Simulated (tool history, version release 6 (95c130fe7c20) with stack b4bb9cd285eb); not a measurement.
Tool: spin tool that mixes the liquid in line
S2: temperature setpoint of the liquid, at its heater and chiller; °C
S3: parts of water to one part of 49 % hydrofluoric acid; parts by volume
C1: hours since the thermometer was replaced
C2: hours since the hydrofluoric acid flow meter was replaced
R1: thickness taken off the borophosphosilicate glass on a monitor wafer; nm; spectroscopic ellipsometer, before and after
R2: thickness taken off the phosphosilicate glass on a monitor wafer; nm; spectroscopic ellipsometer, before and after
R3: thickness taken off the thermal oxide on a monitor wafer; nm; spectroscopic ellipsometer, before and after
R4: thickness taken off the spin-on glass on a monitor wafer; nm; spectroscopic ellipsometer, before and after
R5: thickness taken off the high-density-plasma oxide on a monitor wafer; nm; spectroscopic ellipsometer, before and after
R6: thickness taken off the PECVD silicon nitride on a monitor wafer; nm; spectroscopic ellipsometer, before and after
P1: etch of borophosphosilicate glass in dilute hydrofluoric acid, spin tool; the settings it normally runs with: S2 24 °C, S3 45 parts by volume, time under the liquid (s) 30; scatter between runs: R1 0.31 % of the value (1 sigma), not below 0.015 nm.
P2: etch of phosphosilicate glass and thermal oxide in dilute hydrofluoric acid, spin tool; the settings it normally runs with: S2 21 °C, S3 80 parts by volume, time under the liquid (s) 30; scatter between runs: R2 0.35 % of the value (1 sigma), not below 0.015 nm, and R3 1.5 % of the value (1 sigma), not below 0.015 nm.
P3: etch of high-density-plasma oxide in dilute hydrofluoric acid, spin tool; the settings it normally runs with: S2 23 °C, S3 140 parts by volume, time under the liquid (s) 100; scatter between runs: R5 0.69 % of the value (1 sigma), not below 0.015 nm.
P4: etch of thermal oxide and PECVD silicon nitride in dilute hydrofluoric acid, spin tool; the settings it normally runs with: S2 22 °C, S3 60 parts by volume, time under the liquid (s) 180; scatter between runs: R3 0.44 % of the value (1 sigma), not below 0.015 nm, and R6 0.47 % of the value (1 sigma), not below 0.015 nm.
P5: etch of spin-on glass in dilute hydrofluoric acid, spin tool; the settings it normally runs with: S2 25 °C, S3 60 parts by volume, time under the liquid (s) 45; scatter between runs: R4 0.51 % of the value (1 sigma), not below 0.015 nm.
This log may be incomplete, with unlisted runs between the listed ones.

{"run": 1, "day": 0.517, "process that ran": "P1", "S2": 24, "S3": 45, "time under the liquid (s)": 30, "C1": 1095.9, "C2": 969.4, "R1": 18.519}
{"run": 2, "day": 0.892, "process that ran": "P1", "S2": 24, "S3": 45, "time under the liquid (s)": 60, "C1": 1104.9, "C2": 978.4, "R1": 37.089}
{"run": 3, "day": 1.354, "process that ran": "P1", "S2": 24, "S3": 45, "time under the liquid (s)": 30, "C1": 1116, "C2": 989.5, "R1": 18.564}
{"run": 4, "day": 1.792, "process that ran": "P2", "S2": 21, "S3": 80, "time under the liquid (s)": 15, "C1": 1126.5, "C2": 1000, "R2": 20.646, "R3": 0.79055}
{"run": 5, "day": 2.208, "process that ran": "P5", "S2": 17, "S3": 60, "time under the liquid (s)": 45, "C1": 1136.5, "C2": 1010, "R4": 22.327}
{"day": 2.371, "done": "hydrofluoric acid flow meter replaced"}
{"run": 6, "day": 2.742, "process that ran": "P3", "S2": 18.5, "S3": 140, "time under the liquid (s)": 100, "C1": 1149.3, "C2": 9, "R5": 3.2998}
{"run": 7, "day": 3.446, "process that ran": "P1", "S2": 24, "S3": 45, "time under the liquid (s)": 30, "C1": 1166.2, "C2": 25.9, "R1": 18.41}
{"run": 8, "day": 4.017, "process that ran": "P2", "S2": 21, "S3": 80, "time under the liquid (s)": 30, "C1": 1179.9, "C2": 39.6, "R2": 41.393, "R3": 1.6604}
{"run": 9, "day": 4.512, "process that ran": "P1", "S2": 24, "S3": 70, "time under the liquid (s)": 30, "C1": 1191.8, "C2": 51.5, "R1": 11.543}
{"run": 10, "day": 5.217, "process that ran": "P2", "S2": 21, "S3": 115, "time under the liquid (s)": 30, "C1": 1208.7, "C2": 68.4, "R2": 27.466, "R3": 1.1293}
{"run": 11, "day": 5.558, "process that ran": "P5", "S2": 25, "S3": 95, "time under the liquid (s)": 45, "C1": 1216.9, "C2": 76.6, "R4": 18.587}
{"run": 12, "day": 6.242, "process that ran": "P1", "S2": 24, "S3": 45, "time under the liquid (s)": 30, "C1": 1233.3, "C2": 93, "R1": 18.508}
{"run": 13, "day": 6.554, "process that ran": "P1", "S2": 24, "S3": 25, "time under the liquid (s)": 30, "C1": 1240.8, "C2": 100.5, "R1": 34.339}
{"run": 14, "day": 7.175, "process that ran": "P2", "S2": 26.5, "S3": 80, "time under the liquid (s)": 30, "C1": 1255.7, "C2": 115.4, "R2": 51.398, "R3": 2.0366}
{"run": 15, "day": 7.833, "process that ran": "P1", "S2": 17, "S3": 45, "time under the liquid (s)": 50, "C1": 1271.5, "C2": 131.2, "R1": 22.942}
{"run": 16, "day": 8.154, "process that ran": "P4", "S2": 22, "S3": 20, "time under the liquid (s)": 180, "C1": 1279.2, "C2": 138.9, "R3": 41.959, "R6": 12.913}
{"run": 17, "day": 8.575, "process that ran": "P5", "S2": 25, "S3": 60, "time under the liquid (s)": 80, "C1": 1289.3, "C2": 149, "R4": 55.643}
{"run": 18, "day": 8.962, "process that ran": "P4", "S2": 22, "S3": 60, "time under the liquid (s)": 180, "C1": 1298.6, "C2": 158.3, "R3": 13.305, "R6": 4.5293}
{"run": 19, "day": 9.55, "process that ran": "P3", "S2": 23, "S3": 140, "time under the liquid (s)": 185, "C1": 1312.7, "C2": 172.4, "R5": 7.4318}
{"run": 20, "day": 9.988, "process that ran": "P4", "S2": 17, "S3": 60, "time under the liquid (s)": 180, "C1": 1323.2, "C2": 182.9, "R3": 10.728, "R6": 3.1851}
{"run": 21, "day": 10.35, "process that ran": "P3", "S2": 23, "S3": 140, "time under the liquid (s)": 100, "C1": 1331.9, "C2": 191.6, "R5": 4.0159}
{"run": 22, "day": 10.783, "process that ran": "P1", "S2": 28, "S3": 45, "time under the liquid (s)": 30, "C1": 1342.3, "C2": 202, "R1": 21.793}
{"run": 23, "day": 11.454, "process that ran": "P1", "S2": 24, "S3": 45, "time under the liquid (s)": 30, "C1": 1358.4, "C2": 218.1, "R1": 18.521}
{"run": 24, "day": 12.079, "process that ran": "P1", "S2": 24, "S3": 45, "time under the liquid (s)": 15, "C1": 1373.4, "C2": 233.1, "R1": 9.2607}
{"run": 25, "day": 12.675, "process that ran": "P3", "S2": 23, "S3": 240, "time under the liquid (s)": 100, "C1": 1387.7, "C2": 247.4, "R5": 2.058}
{"run": 26, "day": 13.012, "process that ran": "P4", "S2": 22, "S3": 60, "time under the liquid (s)": 75, "C1": 1395.8, "C2": 255.5, "R3": 5.4933, "R6": 1.8582}
{"run": 27, "day": 13.6, "process that ran": "P5", "S2": 25, "S3": 60, "time under the liquid (s)": 45, "C1": 1409.9, "C2": 269.6, "R4": 31.203}
{"run": 28, "day": 14.079, "process that ran": "P1", "S2": 24, "S3": 45, "time under the liquid (s)": 30, "C1": 1421.4, "C2": 281.1, "R1": 18.541}
{"run": 29, "day": 14.638, "process that ran": "P1", "S2": 17.5, "S3": 45, "time under the liquid (s)": 30, "C1": 1434.8, "C2": 294.5, "R1": 14.123}

Predict the results of run 30:
{"run": 30, "day": 15.267, "process that ran": "P1", "S2": 24, "S3": 45, "time under the liquid (s)": 30, "C1": 1449.9, "C2": 309.6, "R1": "?"}

R1: 18.469 nm

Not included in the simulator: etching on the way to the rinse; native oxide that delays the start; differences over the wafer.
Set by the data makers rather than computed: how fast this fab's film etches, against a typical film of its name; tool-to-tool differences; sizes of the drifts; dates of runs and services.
